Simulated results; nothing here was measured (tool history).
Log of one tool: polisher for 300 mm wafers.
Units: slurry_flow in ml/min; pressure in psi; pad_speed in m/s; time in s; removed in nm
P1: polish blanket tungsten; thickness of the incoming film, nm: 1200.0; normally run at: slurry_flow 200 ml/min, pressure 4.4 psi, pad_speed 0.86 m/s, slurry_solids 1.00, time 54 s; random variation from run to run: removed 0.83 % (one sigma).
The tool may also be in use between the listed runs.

run	day	slurry_flow	pressure	pad_speed	slurry_solids	time	removed
1	0.604	200	4.4	0.86	1.00	54	228.45
2	1.067	200	2.3	0.86	1.00	54	119.56
3	1.333	200	6.1	0.86	1.00	54	317.88
4	1.625	200	4.4	0.86	1.00	54	228.18
5	2.112	200	4.4	0.86	0.50	54	196.39
6	2.467	200	4.4	0.86	1.00	69	293.10
7	2.775	200	5.9	0.86	0.75	54	283.04
# day 2.979: slurry nozzle cleaned
8	3.183	120	4.4	0.86	1.00	54	206.23
9	3.671	200	4.4	0.86	1.45	54	248.15
10	4.300	200	4.4	0.50	1.00	54	131.65
# day 4.450: slurry tank refilled with fresh slurry and peroxide
11	4.583	200	4.4	0.86	1.00	54	226.46
12	4.962	120	4.4	0.86	1.00	30	116.01
13	5.292	265	4.4	0.86	1.00	54	234.73
14	5.704	200	4.4	0.86	1.00	54	226.24
15	6.000	200	4.4	0.86	1.00	54	228.91
16	6.525	200	4.4	0.86	1.00	54	226.86
17	6.896	200	4.4	1.36	1.00	54	363.22
18	7.258	200	4.4	0.86	1.00	36	150.74
19	7.592	200	4.4	0.86	1.00	54	227.71
20	8.021	200	4.4	0.86	1.00	54	222.86
21	8.588	200	4.4	0.86	1.00	54	216.25
22	9.038	200	4.4	0.86	1.00	54	213.40
# day 9.092: head pressure recalibrated
23	9.488	200	4.4	0.86	1.00	54	215.07
# day 9.550: worn pad replaced by a new one
# day 9.608: slurry blender recalibrated
24	9.779	200	4.4	0.86	1.00	54	210.52
25	10.150	200	4.4	0.86	1.00	54	211.77
26	10.738	200	4.4	0.86	1.00	54	210.15

What P1 gives has crept away from where it was. These 2 causes fit the log equally well, each at the size given:
A: slurry flow missing at the pad, % = 35.7
B: peroxide lost from the slurry, % = 16.9
The creep began at about day 7.592.
Why every other cause is out:
removal rate lost through wear of the pad, %: serviced at day 9.550, which brought nothing back
head's pressure below its setpoint, %: serviced at day 9.092, which brought nothing back
abrasive missing from the slurry, %: serviced at day 9.608, which brought nothing back

4 check runs are offered, each on 2 wafers whose results are averaged, their results left as question marks. Which one tells the causes apart?
check 1	11.325	120	2.7	0.86	1.00	54	?
check 2	11.325	200	4.4	1.30	1.00	67	?
check 3	11.325	245	4.4	0.86	0.55	54	?
check 4	11.325	200	2.4	0.86	0.65	54	?

What each check would give under each cause:
check	result	if A	if B
check 1	removed	113.96	118.87
check 2	removed	395.92	395.97
check 3	removed	190.92	188.58
check 4	removed	104.22	104.23
How far apart the two closest causes lie, in the result that separates them most: check 1 4.22 %; check 2 0.01 %; check 3 1.23 %; check 4 0.01 %
Only check 1 tells the causes apart: in the others they would give nearly the same result.

Check 1 was then run and gave: removed 113.85 nm. Which cause is it?

It is A: slurry flow missing at the pad, %.

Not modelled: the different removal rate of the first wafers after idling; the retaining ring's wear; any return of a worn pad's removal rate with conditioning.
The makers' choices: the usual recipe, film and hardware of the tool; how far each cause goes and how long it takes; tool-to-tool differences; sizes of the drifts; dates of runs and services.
